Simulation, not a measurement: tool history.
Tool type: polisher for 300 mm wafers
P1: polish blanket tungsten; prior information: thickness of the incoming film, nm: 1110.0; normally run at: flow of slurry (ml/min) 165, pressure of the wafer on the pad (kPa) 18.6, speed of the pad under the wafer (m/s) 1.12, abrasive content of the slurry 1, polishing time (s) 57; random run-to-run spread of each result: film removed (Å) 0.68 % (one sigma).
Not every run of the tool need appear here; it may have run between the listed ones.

run	hour	flow of slurry (ml/min)	pressure of the wafer on the pad (kPa)	speed of the pad under the wafer (m/s)	abrasive content of the slurry	polishing time (s)	wafers polished on this pad	hours since the slurry nozzle was cleaned	hours since the head pressure was calibrated	hours since the slurry blender was calibrated	hours since the slurry got fresh peroxide	film removed (Å)
1	3.8	165	18.6	1.12	1	57	172	152.6	394.7	303.3	34.5	1985.8
2	7	165	18.6	0.82	1	75	210	155.8	397.9	306.5	37.7	1907.5
3	9.7	165	18.6	0.76	1	57	241	158.5	400.6	309.2	40.4	1335.5
4	13.1	165	9.7	1.12	1	57	281	161.9	404	312.6	43.8	1034.4
5	16.9	165	18.6	1.44	1	32	325	165.7	407.8	316.4	47.6	1432.9
6	20.9	165	18.6	1.12	1.25	57	372	169.7	411.8	320.4	51.6	2107.9
7	23.4	165	18.6	1.12	1	57	402	172.2	414.3	322.9	54.1	1993.7
8	27.3	100	18.6	1.12	1	57	447	176.1	418.2	326.8	58	1799.6
9	31.1	165	18.6	1.76	1	57	492	179.9	422	330.6	61.8	3112.5
10	33.3	240	18.6	1.12	1	57	518	182.1	424.2	332.8	64	2087.6
11	37.6	165	18.6	1.12	0.6	57	568	186.4	428.5	337.1	68.3	1754.9
12	41.6	165	18.6	1.12	1	77	615	190.4	432.5	341.1	72.3	2695.4
13	45.2	165	24.8	1.12	1	57	657	194	436.1	344.7	75.9	2639
14	48	165	18.6	1.12	1	26	690	196.8	438.9	347.5	78.7	898.02
15	50.2	165	18.6	1.38	1	89	716	199	441.1	349.7	80.9	3814.9

Expected results for the next run?
# hour 52.9: slurry nozzle cleaned
16	53.2	165	18.6	1.12	1	57	751	0.4	444.1	352.7	83.9	?

Logged for run 16: film removed (Å) 1977.
